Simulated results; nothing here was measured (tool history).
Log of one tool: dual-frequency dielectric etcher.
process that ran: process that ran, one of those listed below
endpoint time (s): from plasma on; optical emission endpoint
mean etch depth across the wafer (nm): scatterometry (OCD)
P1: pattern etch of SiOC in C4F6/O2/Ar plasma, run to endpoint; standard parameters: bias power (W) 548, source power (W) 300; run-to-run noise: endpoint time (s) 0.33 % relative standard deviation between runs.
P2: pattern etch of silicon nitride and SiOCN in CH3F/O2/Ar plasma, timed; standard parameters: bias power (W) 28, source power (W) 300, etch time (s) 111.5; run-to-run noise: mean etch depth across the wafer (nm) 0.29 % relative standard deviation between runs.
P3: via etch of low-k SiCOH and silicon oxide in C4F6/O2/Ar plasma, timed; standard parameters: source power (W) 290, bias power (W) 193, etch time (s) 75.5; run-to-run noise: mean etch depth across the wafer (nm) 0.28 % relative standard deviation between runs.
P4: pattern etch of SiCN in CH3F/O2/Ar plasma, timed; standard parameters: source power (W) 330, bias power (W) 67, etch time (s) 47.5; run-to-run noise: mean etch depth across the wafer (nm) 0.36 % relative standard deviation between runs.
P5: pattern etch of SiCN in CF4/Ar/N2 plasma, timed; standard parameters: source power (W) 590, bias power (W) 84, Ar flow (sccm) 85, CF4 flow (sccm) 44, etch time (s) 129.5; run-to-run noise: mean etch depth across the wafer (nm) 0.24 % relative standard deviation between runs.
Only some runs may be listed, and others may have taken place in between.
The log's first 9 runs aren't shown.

run	day	process that ran	bias power (W)	source power (W)	etch time (s)	Ar flow (sccm)	CF4 flow (sccm)	hours since the last wet clean	hours since the last bias power generator calibration	hours since the last source power generator calibration	endpoint time (s)	mean etch depth across the wafer (nm)
10	1.746	P4	93	330	47.5			121	1133.8	1728.8		18.524
11	1.904	P1	422	300				124.8	1137.6	1732.6	18.162	
12	2.042	P5	84	590	129.5	117	44	128.1	1140.9	1735.9		132.9
13	2.233	P1	718	300				132.7	1145.5	1740.5	14.892	
14	2.371	P1	745	220				136	1148.8	1743.8	16.273	
15	2.562	P1	548	190				140.6	1153.4	1748.4	19.464	
16	2.692	P1	548	300				143.7	1156.5	1751.5	16.338	
17	2.796	P2	28	380	111.5			146.2	1159	1754		16.542
18	2.996	P3	193	290	75.5			151	1163.8	1758.8		189.65
19	3.142	P1	548	300				154.5	1167.3	1762.3	16.569	
20	3.267	P2	28	300	160.5			157.5	1170.3	1765.3		22.008
21	3.375	P3	193	290	41.5			160.1	1172.9	1767.9		103.51
22	3.55	P2	21	300	111.5			164.3	1177.1	1772.1		13.42
23	3.688	P5	84	350	129.5	85	44	167.6	1180.4	1775.4		89.106
24	3.817	P3	129	290	75.5			170.7	1183.5	1778.5		167.84
25	3.942	P5	84	590	129.5	85	44	173.7	1186.5	1781.5		140.74
26	4.108	P4	67	330	59			177.7	1190.5	1785.5		20.462
27	4.329	P5	84	590	129.5	85	32	183	1195.8	1790.8		132.86
28	4.55	P5	84	590	98.5	85	44	188.3	1201.1	1796.1		106.81
29	4.671	P1	548	300				191.2	1204	1799	16.508	

For run 30, what comes out?
30	4.788	P1	548	300				194	1206.8	1801.8	?	

{"run 30": {"endpoint time (s)": 16.429}}

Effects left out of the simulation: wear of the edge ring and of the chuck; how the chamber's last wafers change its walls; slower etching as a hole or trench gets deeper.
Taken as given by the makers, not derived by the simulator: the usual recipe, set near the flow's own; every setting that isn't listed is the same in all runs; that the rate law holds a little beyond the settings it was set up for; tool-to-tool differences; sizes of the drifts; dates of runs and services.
